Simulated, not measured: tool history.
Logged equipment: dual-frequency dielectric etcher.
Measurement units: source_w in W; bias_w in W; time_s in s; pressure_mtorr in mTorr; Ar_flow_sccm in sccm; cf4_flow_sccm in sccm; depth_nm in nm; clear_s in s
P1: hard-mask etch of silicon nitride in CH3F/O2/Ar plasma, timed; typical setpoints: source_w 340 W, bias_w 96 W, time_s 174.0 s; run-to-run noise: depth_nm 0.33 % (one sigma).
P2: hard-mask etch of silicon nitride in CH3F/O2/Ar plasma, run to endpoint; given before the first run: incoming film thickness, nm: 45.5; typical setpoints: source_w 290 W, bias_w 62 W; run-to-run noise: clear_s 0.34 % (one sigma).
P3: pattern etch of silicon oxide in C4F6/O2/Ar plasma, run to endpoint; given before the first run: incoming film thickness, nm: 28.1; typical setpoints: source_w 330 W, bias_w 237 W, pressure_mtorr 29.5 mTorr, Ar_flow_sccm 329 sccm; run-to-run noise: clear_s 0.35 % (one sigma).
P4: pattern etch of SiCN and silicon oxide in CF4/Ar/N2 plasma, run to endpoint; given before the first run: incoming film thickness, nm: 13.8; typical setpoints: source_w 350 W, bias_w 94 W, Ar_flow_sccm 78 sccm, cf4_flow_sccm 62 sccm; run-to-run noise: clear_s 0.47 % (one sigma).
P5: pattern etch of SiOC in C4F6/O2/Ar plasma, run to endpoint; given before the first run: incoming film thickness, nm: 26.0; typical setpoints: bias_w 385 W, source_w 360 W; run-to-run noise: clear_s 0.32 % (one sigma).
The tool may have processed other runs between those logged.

{"run": 1, "day": 0.475, "process": "P1", "source_w": 340, "bias_w": 96, "time_s": 174.0, "depth_nm": 125.47}
{"run": 2, "day": 0.792, "process": "P1", "source_w": 340, "bias_w": 127, "time_s": 232.5, "depth_nm": 187.81}
{"run": 3, "day": 1.229, "process": "P3", "source_w": 330, "bias_w": 237, "pressure_mtorr": 29.5, "Ar_flow_sccm": 452, "clear_s": 9.1379}
{"run": 4, "day": 1.642, "process": "P1", "source_w": 340, "bias_w": 96, "time_s": 256.5, "depth_nm": 185.88}
{"run": 5, "day": 1.921, "process": "P1", "source_w": 340, "bias_w": 120, "time_s": 174.0, "depth_nm": 136.19}
{"run": 6, "day": 2.346, "process": "P5", "source_w": 360, "bias_w": 385, "clear_s": 9.9431}
{"run": 7, "day": 2.971, "process": "P1", "source_w": 340, "bias_w": 96, "time_s": 174.0, "depth_nm": 125.72}
{"run": 8, "day": 3.442, "process": "P3", "source_w": 270, "bias_w": 237, "pressure_mtorr": 29.5, "Ar_flow_sccm": 329, "clear_s": 9.5243}
{"run": 9, "day": 3.712, "process": "P1", "source_w": 340, "bias_w": 96, "time_s": 174.0, "depth_nm": 127.1}
{"run": 10, "day": 4.217, "process": "P4", "source_w": 350, "bias_w": 94, "Ar_flow_sccm": 78, "cf4_flow_sccm": 62, "clear_s": 17.503}
{"run": 11, "day": 4.821, "process": "P4", "source_w": 210, "bias_w": 94, "Ar_flow_sccm": 78, "cf4_flow_sccm": 62, "clear_s": 27.505}
{"run": 12, "day": 5.271, "process": "P1", "source_w": 340, "bias_w": 74, "time_s": 116.0, "depth_nm": 76.068}
{"run": 13, "day": 5.8, "process": "P2", "source_w": 290, "bias_w": 85, "clear_s": 70.483}
{"run": 14, "day": 6.304, "process": "P2", "source_w": 290, "bias_w": 62, "clear_s": 77.921}
{"run": 15, "day": 6.746, "process": "P2", "source_w": 290, "bias_w": 62, "clear_s": 78.474}
{"run": 16, "day": 7.225, "process": "P3", "source_w": 330, "bias_w": 289, "pressure_mtorr": 29.5, "Ar_flow_sccm": 329, "clear_s": 8.2478}
{"run": 17, "day": 7.717, "process": "P1", "source_w": 250, "bias_w": 96, "time_s": 174.0, "depth_nm": 112.24}
{"run": 18, "day": 7.988, "process": "P5", "source_w": 290, "bias_w": 385, "clear_s": 10.818}
{"run": 19, "day": 8.454, "process": "P2", "source_w": 220, "bias_w": 62, "clear_s": 87.792}
{"run": 20, "day": 9.05, "process": "P1", "source_w": 340, "bias_w": 96, "time_s": 109.0, "depth_nm": 78.939}
{"day": 9.246, "done": "source power generator calibrated"}
{"run": 21, "day": 9.483, "process": "P3", "source_w": 330, "bias_w": 237, "pressure_mtorr": 38.0, "Ar_flow_sccm": 329, "clear_s": 9.1403}
{"run": 22, "day": 10.079, "process": "P4", "source_w": 350, "bias_w": 94, "Ar_flow_sccm": 78, "cf4_flow_sccm": 62, "clear_s": 17.468}
{"run": 23, "day": 10.488, "process": "P1", "source_w": 340, "bias_w": 131, "time_s": 107.0, "depth_nm": 86.987}
{"run": 24, "day": 11.092, "process": "P1", "source_w": 450, "bias_w": 96, "time_s": 174.0, "depth_nm": 140.24}
{"run": 25, "day": 11.4, "process": "P1", "source_w": 340, "bias_w": 58, "time_s": 174.0, "depth_nm": 105.2}
{"run": 26, "day": 11.854, "process": "P5", "source_w": 360, "bias_w": 479, "clear_s": 9.2199}
{"run": 27, "day": 12.375, "process": "P4", "source_w": 350, "bias_w": 119, "Ar_flow_sccm": 78, "cf4_flow_sccm": 62, "clear_s": 16.019}
{"run": 28, "day": 12.75, "process": "P4", "source_w": 350, "bias_w": 94, "Ar_flow_sccm": 50, "cf4_flow_sccm": 62, "clear_s": 16.749}
{"run": 29, "day": 13.15, "process": "P1", "source_w": 340, "bias_w": 96, "time_s": 174.0, "depth_nm": 126.0}
{"run": 30, "day": 13.492, "process": "P4", "source_w": 350, "bias_w": 94, "Ar_flow_sccm": 78, "cf4_flow_sccm": 40, "clear_s": 18.423}
{"run": 31, "day": 13.958, "process": "P3", "source_w": 330, "bias_w": 237, "pressure_mtorr": 29.5, "Ar_flow_sccm": 329, "clear_s": 8.851}
{"run": 32, "day": 14.462, "process": "P3", "source_w": 330, "bias_w": 237, "pressure_mtorr": 29.5, "Ar_flow_sccm": 329, "clear_s": 8.8527}
{"run": 33, "day": 14.812, "process": "P1", "source_w": 340, "bias_w": 96, "time_s": 174.0, "depth_nm": 125.53}
{"run": 34, "day": 15.4, "process": "P1", "source_w": 340, "bias_w": 96, "time_s": 174.0, "depth_nm": 125.24}
{"run": 35, "day": 15.754, "process": "P1", "source_w": 340, "bias_w": 96, "time_s": 174.0, "depth_nm": 126.89}
{"run": 36, "day": 16.233, "process": "P1", "source_w": 340, "bias_w": 96, "time_s": 174.0, "depth_nm": 127.59}
{"day": 16.554, "done": "wet clean of the chamber"}
{"run": 37, "day": 16.738, "process": "P1", "source_w": 340, "bias_w": 96, "time_s": 174.0, "depth_nm": 127.26}
{"run": 38, "day": 17.058, "process": "P1", "source_w": 340, "bias_w": 96, "time_s": 174.0, "depth_nm": 127.47}
{"run": 39, "day": 17.625, "process": "P1", "source_w": 340, "bias_w": 96, "time_s": 174.0, "depth_nm": 128.31}
{"run": 40, "day": 18.038, "process": "P1", "source_w": 340, "bias_w": 96, "time_s": 174.0, "depth_nm": 127.94}
{"run": 41, "day": 18.496, "process": "P1", "source_w": 340, "bias_w": 96, "time_s": 174.0, "depth_nm": 127.84}

Something has made what P1 gives creep away from where it was; the 2 causes below, each at its own stated size, fit the log equally well:
A: source power that arrives over what is set, % = 4.48
B: bias power that arrives over what is set, % = 4.5
The process output started creeping at around day 15.400.
What rules out each remaining cause:
chamber walls in a state that raises the etch rate, %: was serviced at day 16.554, once the creep was under way, yet the earlier output never came back

The 4 check runs listed below each average the results of 3 wafers, and their outcomes are marked with question marks. Under which run would the listed causes produce clearly different results?
{"run": "check 1", "day": 18.954, "process": "P2", "source_w": 230, "bias_w": 75, "clear_s": "?"}
{"run": "check 2", "day": 18.954, "process": "P5", "source_w": 290, "bias_w": 470, "clear_s": "?"}
{"run": "check 3", "day": 18.954, "process": "P3", "source_w": 330, "bias_w": 237, "pressure_mtorr": 29.5, "Ar_flow_sccm": 422, "clear_s": "?"}
{"run": "check 4", "day": 18.954, "process": "P4", "source_w": 350, "bias_w": 116, "Ar_flow_sccm": 78, "cf4_flow_sccm": 62, "clear_s": "?"}

If the cause were each of the candidates in turn, the checks would give the following:
check=check_1 result=clear_s if_A=78.8030 if_B=78.8400
check=check_2 result=clear_s if_A=9.8677 if_B=9.8631
check=check_3 result=clear_s if_A=8.9228 if_B=8.9387
check=check_4 result=clear_s if_A=15.6050 if_B=15.9510
Distance between the nearest two causes, measured in the result of the check that separates them most: check 1 0.05 %; check 2 0.05 %; check 3 0.18 %; check 4 2.19 %
Only in check 4 would the causes give clearly different results; in the remaining checks their results would be nearly the same.

Check 4 was carried out, with these results: clear_s 15.9130 s. Which of the listed causes is responsible?

It is B: bias power that arrives over what is set, %.

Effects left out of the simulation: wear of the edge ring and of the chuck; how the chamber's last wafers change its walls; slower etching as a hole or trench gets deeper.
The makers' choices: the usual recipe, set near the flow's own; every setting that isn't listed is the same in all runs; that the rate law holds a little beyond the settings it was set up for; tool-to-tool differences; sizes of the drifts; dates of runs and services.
